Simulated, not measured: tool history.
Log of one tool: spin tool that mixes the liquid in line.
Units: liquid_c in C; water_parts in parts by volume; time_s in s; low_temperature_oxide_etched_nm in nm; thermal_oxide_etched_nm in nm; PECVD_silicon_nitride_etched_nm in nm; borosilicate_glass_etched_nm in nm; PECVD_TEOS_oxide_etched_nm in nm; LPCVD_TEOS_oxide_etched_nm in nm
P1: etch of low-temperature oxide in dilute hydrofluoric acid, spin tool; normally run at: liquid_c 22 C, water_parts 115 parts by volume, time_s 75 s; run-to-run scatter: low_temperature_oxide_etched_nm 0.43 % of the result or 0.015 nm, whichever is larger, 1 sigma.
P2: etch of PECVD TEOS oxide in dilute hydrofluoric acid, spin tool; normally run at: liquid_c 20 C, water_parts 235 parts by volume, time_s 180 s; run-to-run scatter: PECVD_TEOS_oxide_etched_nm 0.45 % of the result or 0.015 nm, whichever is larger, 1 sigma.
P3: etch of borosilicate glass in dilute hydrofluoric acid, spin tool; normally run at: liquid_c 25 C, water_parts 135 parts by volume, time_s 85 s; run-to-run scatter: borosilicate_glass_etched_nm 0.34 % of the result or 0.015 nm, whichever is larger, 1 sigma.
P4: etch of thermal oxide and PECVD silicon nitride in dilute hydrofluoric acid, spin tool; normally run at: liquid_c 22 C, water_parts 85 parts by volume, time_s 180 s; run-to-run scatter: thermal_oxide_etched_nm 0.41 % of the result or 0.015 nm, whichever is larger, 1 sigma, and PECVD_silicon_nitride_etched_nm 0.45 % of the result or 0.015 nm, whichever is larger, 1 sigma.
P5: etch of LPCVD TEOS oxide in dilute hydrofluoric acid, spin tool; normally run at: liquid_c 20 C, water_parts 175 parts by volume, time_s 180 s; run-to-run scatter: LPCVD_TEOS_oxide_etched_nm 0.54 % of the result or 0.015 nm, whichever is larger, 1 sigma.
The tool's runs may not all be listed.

| run | hour | process | liquid_c | water_parts | time_s | low_temperature_oxide_etched_nm | thermal_oxide_etched_nm | PECVD_silicon_nitride_etched_nm | borosilicate_glass_etched_nm | PECVD_TEOS_oxide_etched_nm | LPCVD_TEOS_oxide_etched_nm |
|---|---|---|---|---|---|---|---|---|---|---|---|
| 1 | 10.8 | P1 | 22 | 115 | 75 | 8.5206 |  |  |  |  |  |
| 2 | 21.7 | P4 | 30 | 85 | 180 |  | 13.027 | 17.962 |  |  |  |
| 3 | 30.3 | P1 | 22 | 115 | 75 | 8.449 |  |  |  |  |  |
| 4 | 42.4 | P3 | 25 | 240 | 85 |  |  |  | 14.042 |  |  |
| 5 | 56.2 | P2 | 20 | 235 | 180 |  |  |  |  | 5.1333 |  |
| 6 | 69.1 | P1 | 22 | 115 | 125 | 14.148 |  |  |  |  |  |
| 7 | 84.4 | P4 | 22 | 85 | 100 |  | 5.2534 | 5.9626 |  |  |  |
| 8 | 94.4 | P5 | 20 | 175 | 70 |  |  |  |  |  | 9.1774 |
| 9 | 102.6 | P1 | 22 | 45 | 75 | 23.405 |  |  |  |  |  |
| 10 | 110.3 | P3 | 21 | 135 | 85 |  |  |  | 24.206 |  |  |
| 11 | 119.9 | P5 | 20 | 175 | 180 |  |  |  |  |  | 23.495 |
| 12 | 128 | P2 | 20 | 130 | 180 |  |  |  |  | 10.306 |  |
| 13 | 138 | P4 | 22 | 85 | 180 |  | 9.4381 | 10.717 |  |  |  |
| 14 | 145.9 | P1 | 22 | 170 | 75 | 5.4598 |  |  |  |  |  |
| 15 | 158.1 | P3 | 25 | 135 | 85 |  |  |  | 28.222 |  |  |
| 16 | 170.5 | P1 | 17 | 30 | 75 | 29.05 |  |  |  |  |  |
| 17 | 185.7 | P5 | 20 | 260 | 180 |  |  |  |  |  | 14.638 |
| 18 | 196.3 | P1 | 27.5 | 115 | 75 | 10.491 |  |  |  |  |  |
| 19 | 205.5 | P1 | 22 | 115 | 75 | 8.4524 |  |  |  |  |  |
| 20 | 213.1 | P1 | 22 | 115 | 75 | 8.4943 |  |  |  |  |  |
| 21 | 224.5 | P1 | 26 | 165 | 75 | 6.5102 |  |  |  |  |  |
| 22 | 238.3 | P1 | 17.5 | 115 | 120 | 11.359 |  |  |  |  |  |
| 23 | 249 | P5 | 17 | 175 | 180 |  |  |  |  |  | 20.718 |
| 24 | 264.9 | P2 | 17 | 235 | 180 |  |  |  |  | 4.5828 |  |
| 25 | 274.5 | P1 | 22 | 115 | 75 | 8.4627 |  |  |  |  |  |
| 26 | 283 | P2 | 20 | 235 | 30 |  |  |  |  | 0.87745 |  |
|  | 291.5 | hydrofluoric acid flow meter replaced |
| 27 | 298.9 | P2 | 20 | 235 | 180 |  |  |  |  | 5.1063 |  |
| 28 | 309.9 | P1 | 17 | 115 | 75 | 6.873 |  |  |  |  |  |
| 29 | 321.7 | P4 | 22 | 25 | 180 |  | 34.711 | 35.105 |  |  |  |
| 30 | 330.7 | P4 | 22 | 85 | 180 |  | 9.5242 | 10.654 |  |  |  |
| 31 | 342.4 | P1 | 22 | 115 | 75 | 8.434 |  |  |  |  |  |
| 32 | 353.1 | P3 | 25 | 135 | 45 |  |  |  | 14.925 |  |  |
| 33 | 360.7 | P1 | 22 | 115 | 25 | 2.8103 |  |  |  |  |  |
| 34 | 371.6 | P1 | 22 | 115 | 75 | 8.453 |  |  |  |  |  |
| 35 | 381.5 | P1 | 22 | 115 | 75 | 8.2329 |  |  |  |  |  |
| 36 | 396.4 | P1 | 22 | 115 | 75 | 8.0676 |  |  |  |  |  |
| 37 | 411.2 | P1 | 22 | 115 | 75 | 8.0353 |  |  |  |  |  |
| 38 | 418.8 | P1 | 22 | 115 | 75 | 7.9587 |  |  |  |  |  |
| 39 | 426.9 | P1 | 22 | 115 | 75 | 8.0244 |  |  |  |  |  |
| 40 | 439.5 | P1 | 22 | 115 | 75 | 7.9459 |  |  |  |  |  |
| 41 | 452.7 | P1 | 22 | 115 | 75 | 8.0139 |  |  |  |  |  |
| 42 | 460.2 | P1 | 22 | 115 | 75 | 7.8833 |  |  |  |  |  |
| 43 | 472.8 | P1 | 22 | 115 | 75 | 7.9303 |  |  |  |  |  |

What P1 gives has crept away from where it was. These 2 causes fit the log equally well, each at the size given:
A: liquid colder than its thermometer reads (K) = 1.62
B: hydrofluoric acid flow below the setpoint (%) = 5.56
The creep began at about hour 371.6.

4 check runs are offered, one wafer each, their results left as question marks. Which one tells the causes apart?
| check 1 | 485.4 | P4 | 22 | 85 | 180 |  | ? | ? |  |  |  |
| check 2 | 485.4 | P2 | 20 | 235 | 180 |  |  |  |  | ? |  |
| check 3 | 485.4 | P5 | 20 | 175 | 180 |  |  |  |  |  | ? |
| check 4 | 485.4 | P3 | 25 | 135 | 85 |  |  |  | ? |  |  |

What each check would give under each cause:
| check | result | if A | if B |
|---|---|---|---|
| check 1 | thermal_oxide_etched_nm | 8.894 | 8.9241 |
| check 1 | PECVD_silicon_nitride_etched_nm | 9.5639 | 10.093 |
| check 2 | PECVD_TEOS_oxide_etched_nm | 4.8356 | 4.7953 |
| check 3 | LPCVD_TEOS_oxide_etched_nm | 22.047 | 21.97 |
| check 4 | borosilicate_glass_etched_nm | 26.51 | 26.399 |
How far apart the two closest causes lie, in the result that separates them most: check 1 5.38 %; check 2 0.84 %; check 3 0.35 %; check 4 0.42 %
Check 1 tells the causes apart: in the others they would give nearly the same result.

Check 1 was then run and gave: thermal_oxide_etched_nm 8.8858 nm; PECVD_silicon_nitride_etched_nm 9.6117 nm. Which cause is it?

It is A: liquid colder than its thermometer reads (K).
